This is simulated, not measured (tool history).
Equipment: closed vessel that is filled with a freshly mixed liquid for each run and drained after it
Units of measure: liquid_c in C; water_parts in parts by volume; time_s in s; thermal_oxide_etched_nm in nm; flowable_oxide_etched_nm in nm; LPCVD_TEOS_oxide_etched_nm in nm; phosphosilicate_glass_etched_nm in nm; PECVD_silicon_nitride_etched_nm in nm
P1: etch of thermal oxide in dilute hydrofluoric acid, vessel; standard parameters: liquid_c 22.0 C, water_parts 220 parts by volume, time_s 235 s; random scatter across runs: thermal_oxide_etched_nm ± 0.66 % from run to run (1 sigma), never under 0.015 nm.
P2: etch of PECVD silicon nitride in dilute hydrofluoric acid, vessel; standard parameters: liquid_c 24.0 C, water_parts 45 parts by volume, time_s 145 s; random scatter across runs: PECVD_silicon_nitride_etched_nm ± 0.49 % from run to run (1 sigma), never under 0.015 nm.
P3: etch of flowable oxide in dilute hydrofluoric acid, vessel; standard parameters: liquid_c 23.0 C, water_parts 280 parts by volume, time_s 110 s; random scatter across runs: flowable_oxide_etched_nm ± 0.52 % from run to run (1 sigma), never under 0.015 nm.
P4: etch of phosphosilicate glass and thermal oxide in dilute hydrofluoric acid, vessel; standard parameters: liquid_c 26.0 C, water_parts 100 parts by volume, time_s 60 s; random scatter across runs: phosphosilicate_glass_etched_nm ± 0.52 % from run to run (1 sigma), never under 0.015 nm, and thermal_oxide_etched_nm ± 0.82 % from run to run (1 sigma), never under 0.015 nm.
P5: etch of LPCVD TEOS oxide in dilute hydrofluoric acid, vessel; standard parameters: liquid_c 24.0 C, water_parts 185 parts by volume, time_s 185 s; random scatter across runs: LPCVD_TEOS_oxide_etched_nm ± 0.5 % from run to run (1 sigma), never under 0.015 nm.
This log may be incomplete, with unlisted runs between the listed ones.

run   hour  process  liquid_c  water_parts  time_s  hours since the thermometer was replaced  hours since the hydrofluoric acid flow meter was replaced  thermal_oxide_etched_nm  flowable_oxide_etched_nm  LPCVD_TEOS_oxide_etched_nm  phosphosilicate_glass_etched_nm  PECVD_silicon_nitride_etched_nm
  1    8.2       P1      22.0          220     235                                     574.5                                                     1500.0                   4.0828
  2   12.9       P1      22.0          340     235                                     579.2                                                     1504.7                   2.3409
  3   18.1       P3      23.0          280     110                                     584.4                                                     1509.9                                             12.106
  4   21.9       P1      22.0          220     235                                     588.2                                                     1513.7                   4.1364
  5   29.6       P1      22.0          220     235                                     595.9                                                     1521.4                   4.1051
  6   34.3       P5      24.0          185     185                                     600.6                                                     1526.1                                                                         39.539
  7   39.7       P4      26.0          100     115                                     606.0                                                     1531.5                   5.8365                                                                                146.480
  8   47.2       P1      22.0          220     235                                     613.5                                                     1539.0                   4.1353
  9   52.5       P4      19.0          100      60                                     618.8                                                     1544.3                   2.3552                                                                                 58.655
 10   60.5       P1      17.0          220     235                                     626.8                                                     1552.3                   3.3525
 11   67.9       P2      31.0           45     145                                     634.2                                                     1559.7                                                                                                                                          16.1230
 12   72.0       P4      26.0          100      60                                     638.3                                                     1563.8                   3.0794                                                                                 77.939
 13   76.3       P3      23.0          280     190                                     642.6                                                     1568.1                                             20.933
 14   83.7       P1      22.0          220     235                                     650.0                                                     1575.5                   4.0839
 15   88.1       P1      22.0          125      50                                     654.4                                                     1579.9                   1.7011
 16   95.4       P1      22.0          220     235                                     661.7                                                     1587.2                   4.1065
      98.9  -- hydrofluoric acid flow meter replaced
 17  100.5       P1      17.0          220     425                                     666.8                                                        1.7                   6.0905
 18  106.5       P5      32.0          185     185                                     672.8                                                        7.7                                                                         52.134
 19  110.3       P2      24.0           60     145                                     676.6                                                       11.5                                                                                                                                           7.6036
 20  118.2       P1      29.5          220     235                                     684.5                                                       19.4                   5.4021
 21  122.1       P1      22.0          220     435                                     688.4                                                       23.3                   7.5950
 22  130.1       P2      24.0           45     145                                     696.4                                                       31.3                                                                                                                                          10.1030
 23  134.0       P1      22.0           60     235                                     700.3                                                       35.2                  18.2190
 24  138.5       P4      26.0           55      60                                     704.8                                                       39.7                   5.9202                                                                                150.640
 25  144.6       P1      22.0          220     110                                     710.9                                                       45.8                   1.9263
 26  152.6       P5      24.0          185     325                                     718.9                                                       53.8                                                                         68.937
 27  158.2       P3      23.0          105     110                                     724.5                                                       59.4                                             39.451
 28  165.0       P5      24.0          335     185                                     731.3                                                       66.2                                                                         18.694
 29  171.4       P2      24.0           45      70                                     737.7                                                       72.6                                                                                                                                           4.8549
 30  176.4       P3      18.5          280     110                                     742.7                                                       77.6                                             10.397
 31  184.6       P1      22.0          220     235                                     750.9                                                       85.8                   4.1110
 32  192.1       P1      22.0          220     235                                     758.4                                                       93.3                   3.9591
 33  197.2       P1      22.0          220     235                                     763.5                                                       98.4                   3.8287
 34  202.1       P1      22.0          220     235                                     768.4                                                      103.3                   3.7956
 35  209.6       P1      22.0          220     235                                     775.9                                                      110.8                   3.8984
 36  216.3       P1      22.0          220     235                                     782.6                                                      117.5                   3.8012
 37  220.5       P1      22.0          220     235                                     786.8                                                      121.7                   3.8041
 38  226.8       P1      22.0          220     235                                     793.1                                                      128.0                   3.7750

Something has made what P1 gives creep away from where it was; the 2 causes below, each at its own stated size, fit the log equally well:
A: hydrofluoric acid flow below the setpoint (%) = 5.81
B: liquid colder than its thermometer reads (K) = 1.95
The process output started creeping at around hour 184.6.

Listed below are the offered check runs, one wafer per run, with question marks in place of results. For which of them would the causes give clearly different outcomes?
check 1  233.1       P4      26.0          100      60                                                                                                                             ?                                                                                      ?
check 2  233.1       P3      23.0          280     110                                                                                                                                                       ?
check 3  233.1       P2      24.0           45     145                                                                                                                                                                                                                                                     ?
check 4  233.1       P5      24.0          185     185                                                                                                                                                                                   ?

If the cause were each of the candidates in turn, the checks would give the following:
  check                           result    if A    if B
check 1          thermal_oxide_etched_nm  2.8597  2.8348
check 1  phosphosilicate_glass_etched_nm  72.407  71.776
check 2         flowable_oxide_etched_nm  11.295  11.366
check 3  PECVD_silicon_nitride_etched_nm  9.5015  8.8221
check 4       LPCVD_TEOS_oxide_etched_nm  36.375  36.328
Smallest distance between any two causes, each pair judged by its most separating result, in per cent: check 1 0.88 %; check 2 0.63 %; check 3 7.42 %; check 4 0.13 %
Only in check 3 would the causes give clearly different results; in the remaining checks their results would be nearly the same.

After running check 3, the following was obtained: PECVD_silicon_nitride_etched_nm 8.8697 nm. Which cause does this point to?

It was cause B: liquid colder than its thermometer reads (K).
